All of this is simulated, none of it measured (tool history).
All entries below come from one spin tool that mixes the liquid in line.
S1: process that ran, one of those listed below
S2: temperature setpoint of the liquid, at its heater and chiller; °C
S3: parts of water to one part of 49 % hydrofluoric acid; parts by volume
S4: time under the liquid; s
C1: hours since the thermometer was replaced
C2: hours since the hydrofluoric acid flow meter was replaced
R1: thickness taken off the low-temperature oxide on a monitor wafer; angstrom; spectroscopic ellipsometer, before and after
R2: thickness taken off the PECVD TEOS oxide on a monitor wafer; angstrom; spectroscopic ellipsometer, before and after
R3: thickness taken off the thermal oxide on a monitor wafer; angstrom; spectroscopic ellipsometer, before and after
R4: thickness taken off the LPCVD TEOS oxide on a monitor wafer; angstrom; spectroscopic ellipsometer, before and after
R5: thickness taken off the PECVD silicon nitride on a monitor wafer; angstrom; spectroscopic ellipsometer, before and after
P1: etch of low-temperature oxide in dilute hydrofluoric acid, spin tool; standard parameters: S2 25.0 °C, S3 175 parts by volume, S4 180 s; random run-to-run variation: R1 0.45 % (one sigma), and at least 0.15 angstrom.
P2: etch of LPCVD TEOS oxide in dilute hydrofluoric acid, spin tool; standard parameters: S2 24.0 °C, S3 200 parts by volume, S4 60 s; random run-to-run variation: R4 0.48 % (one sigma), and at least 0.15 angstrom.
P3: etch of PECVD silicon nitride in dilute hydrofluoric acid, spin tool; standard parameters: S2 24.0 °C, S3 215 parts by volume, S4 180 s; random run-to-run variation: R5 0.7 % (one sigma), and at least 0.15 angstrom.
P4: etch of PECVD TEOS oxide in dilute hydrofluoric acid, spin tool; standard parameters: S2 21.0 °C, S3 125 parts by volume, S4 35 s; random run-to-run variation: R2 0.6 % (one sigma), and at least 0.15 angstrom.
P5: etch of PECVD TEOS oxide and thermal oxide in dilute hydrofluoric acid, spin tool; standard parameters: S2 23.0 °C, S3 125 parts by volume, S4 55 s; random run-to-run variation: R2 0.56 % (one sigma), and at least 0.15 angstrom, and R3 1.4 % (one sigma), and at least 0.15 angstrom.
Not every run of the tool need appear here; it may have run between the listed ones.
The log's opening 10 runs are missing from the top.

Run 11, hour 37.4: S1 P1, S2 25.0 °C, S3 270 parts by volume, S4 180 s; C1 563.0; C2 212.8. Result: R1 87.775 angstrom.
Run 12, hour 40.4: S1 P5, S2 23.0 °C, S3 215 parts by volume, S4 55 s; C1 566.0; C2 215.8. Result: R2 32.983 angstrom, R3 10.2600 angstrom.
Run 13, hour 43.2: S1 P1, S2 31.5 °C, S3 290 parts by volume, S4 180 s; C1 568.8; C2 218.6. Result: R1 99.482 angstrom.
Run 14, hour 47.0: S1 P4, S2 21.0 °C, S3 125 parts by volume, S4 15 s; C1 572.6; C2 222.4. Result: R2 19.733 angstrom.
Run 15, hour 51.3: S1 P1, S2 25.0 °C, S3 80 parts by volume, S4 275 s; C1 576.9; C2 226.7. Result: R1 564.260 angstrom.
Run 16, hour 54.3: S1 P1, S2 17.5 °C, S3 175 parts by volume, S4 180 s; C1 579.9; C2 229.7. Result: R1 113.450 angstrom.
Run 17, hour 58.4: S1 P5, S2 23.0 °C, S3 125 parts by volume, S4 15 s; C1 584.0; C2 233.8. Result: R2 16.923 angstrom, R3 5.4357 angstrom.
Run 18, hour 62.8: S1 P1, S2 29.5 °C, S3 175 parts by volume, S4 180 s; C1 588.4; C2 238.2. Result: R1 176.430 angstrom.
Run 19, hour 67.3: S1 P4, S2 21.0 °C, S3 220 parts by volume, S4 35 s; C1 592.9; C2 242.7. Result: R2 24.032 angstrom.
Run 20, hour 69.9: S1 P2, S2 24.0 °C, S3 200 parts by volume, S4 60 s; C1 595.5; C2 245.3. Result: R4 145.75 angstrom.
Run 21, hour 73.0: S1 P2, S2 24.0 °C, S3 200 parts by volume, S4 115 s; C1 598.6; C2 248.4. Result: R4 281.44 angstrom.
Run 22, hour 76.8: S1 P1, S2 25.0 °C, S3 175 parts by volume, S4 180 s; C1 602.4; C2 252.2. Result: R1 150.150 angstrom.
Run 23, hour 79.6: S1 P1, S2 25.0 °C, S3 175 parts by volume, S4 180 s; C1 605.2; C2 255.0. Result: R1 151.210 angstrom.
Run 24, hour 84.2: S1 P2, S2 24.0 °C, S3 200 parts by volume, S4 60 s; C1 609.8; C2 259.6. Result: R4 146.74 angstrom.
Run 25, hour 88.0: S1 P4, S2 21.0 °C, S3 125 parts by volume, S4 35 s; C1 613.6; C2 263.4. Result: R2 46.293 angstrom.
Run 26, hour 92.0: S1 P1, S2 25.0 °C, S3 175 parts by volume, S4 25 s; C1 617.6; C2 267.4. Result: R1 20.907 angstrom.
Run 27, hour 95.5: S1 P4, S2 28.0 °C, S3 125 parts by volume, S4 35 s; C1 621.1; C2 270.9. Result: R2 60.672 angstrom.
Run 28, hour 98.8: S1 P1, S2 25.0 °C, S3 175 parts by volume, S4 180 s; C1 624.4; C2 274.2. Result: R1 150.120 angstrom.
Run 29, hour 101.9: S1 P1, S2 25.0 °C, S3 175 parts by volume, S4 180 s; C1 627.5; C2 277.3. Result: R1 151.380 angstrom.

What will run 30 give?
Run 30, hour 106.1: S1 P5, S2 30.0 °C, S3 125 parts by volume, S4 55 s; C1 631.7; C2 281.5. Result: R2 ?, R3 ?.

Run 30 measured R2 81.440 angstrom, R3 25.7830 angstrom.
